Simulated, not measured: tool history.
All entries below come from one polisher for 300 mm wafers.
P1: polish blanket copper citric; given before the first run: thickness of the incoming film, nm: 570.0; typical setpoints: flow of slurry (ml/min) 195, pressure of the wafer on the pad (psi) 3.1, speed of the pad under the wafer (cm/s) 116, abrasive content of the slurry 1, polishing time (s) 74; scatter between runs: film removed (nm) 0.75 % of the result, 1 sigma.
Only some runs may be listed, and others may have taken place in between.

run,hour,flow of slurry (ml/min),pressure of the wafer on the pad (psi),speed of the pad under the wafer (cm/s),abrasive content of the slurry,polishing time (s),wafers polished on this pad,hours since the slurry nozzle was cleaned,hours since the head pressure was calibrated,hours since the slurry blender was calibrated,film removed (nm)
1,7,195,3.1,116,1,74,584,495,290,56,235.75
2,13.5,280,3.1,116,0.7,74,640,501.5,296.5,62.5,227.72
3,18.6,195,3.1,116,1,74,684,506.6,301.6,67.6,235.97
4,22.1,195,3.1,116,0.5,74,714,510.1,305.1,71.1,202.28
# hour 25.8: slurry nozzle cleaned
5,27.2,195,4.9,116,1,74,758,1.4,310.2,76.2,364.91
6,32.5,195,3.1,116,1,33,804,6.7,315.5,81.5,105.42
7,39.2,195,3.1,178,1,74,862,13.4,322.2,88.2,362.17
8,44.7,115,3.1,116,1,74,909,18.9,327.7,93.7,213.4
9,51.6,195,3.1,80,1,101,969,25.8,334.6,100.6,221.63
10,55.6,195,3.1,116,1.2,74,1003,29.8,338.6,104.6,243.43
11,60.7,265,3.1,116,1,74,1047,34.9,343.7,109.7,244.62
12,67.9,195,3.1,116,1,74,1110,42.1,350.9,116.9,233.79
13,74.5,195,3.1,116,1,74,1166,48.7,357.5,123.5,233.32
14,81.5,195,3.1,116,1,74,1227,55.7,364.5,130.5,232.46
15,88.3,195,1.8,116,1,74,1286,62.5,371.3,137.3,138.34
16,94.7,195,3.1,116,1,74,1341,68.9,377.7,143.7,237.3

Predict the results of run 17:
17,98.8,195,3.1,58,1,74,1376,73,381.8,147.8,?

film removed (nm): 120.18
